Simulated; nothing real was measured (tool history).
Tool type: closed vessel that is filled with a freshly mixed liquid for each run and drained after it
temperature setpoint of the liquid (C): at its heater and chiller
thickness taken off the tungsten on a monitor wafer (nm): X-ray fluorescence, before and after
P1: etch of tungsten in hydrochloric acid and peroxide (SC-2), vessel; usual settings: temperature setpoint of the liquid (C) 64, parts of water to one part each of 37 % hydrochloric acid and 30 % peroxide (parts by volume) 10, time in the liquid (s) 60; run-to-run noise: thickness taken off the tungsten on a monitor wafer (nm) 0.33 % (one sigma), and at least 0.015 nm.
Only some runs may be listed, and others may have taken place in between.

run	hour	temperature setpoint of the liquid (C)	parts of water to one part each of 37 % hydrochloric acid and 30 % peroxide (parts by volume)	time in the liquid (s)	hours since the thermometer was replaced	hours since the chemicals flow meter was replaced	hours since the drum of peroxide was connected	thickness taken off the tungsten on a monitor wafer (nm)
1	14.3	64	10	60	772.5	1089.0	559.0	33.736
2	26.7	64	18	60	784.9	1101.4	571.4	20.139
# hour 31.0: chemicals flow meter replaced
3	37.4	64	4	60	795.6	6.4	582.1	67.115
4	48.1	72	10	60	806.3	17.1	592.8	54.247
5	57.0	64	10	60	815.2	26.0	601.7	33.547
6	71.5	72	5	60	829.7	40.5	616.2	93.043
7	82.8	64	10	60	841.0	51.8	627.5	33.518
8	92.5	64	10	60	850.7	61.5	637.2	33.656
9	105.4	50	10	60	863.6	74.4	650.1	13.691
10	117.4	64	10	30	875.6	86.4	662.1	16.826
11	126.6	64	10	115	884.8	95.6	671.3	64.301

Expected results for the next run?
12	134.5	64	10	60	892.7	103.5	679.2	?

Run 12 yielded thickness taken off the tungsten on a monitor wafer (nm) 33.374.

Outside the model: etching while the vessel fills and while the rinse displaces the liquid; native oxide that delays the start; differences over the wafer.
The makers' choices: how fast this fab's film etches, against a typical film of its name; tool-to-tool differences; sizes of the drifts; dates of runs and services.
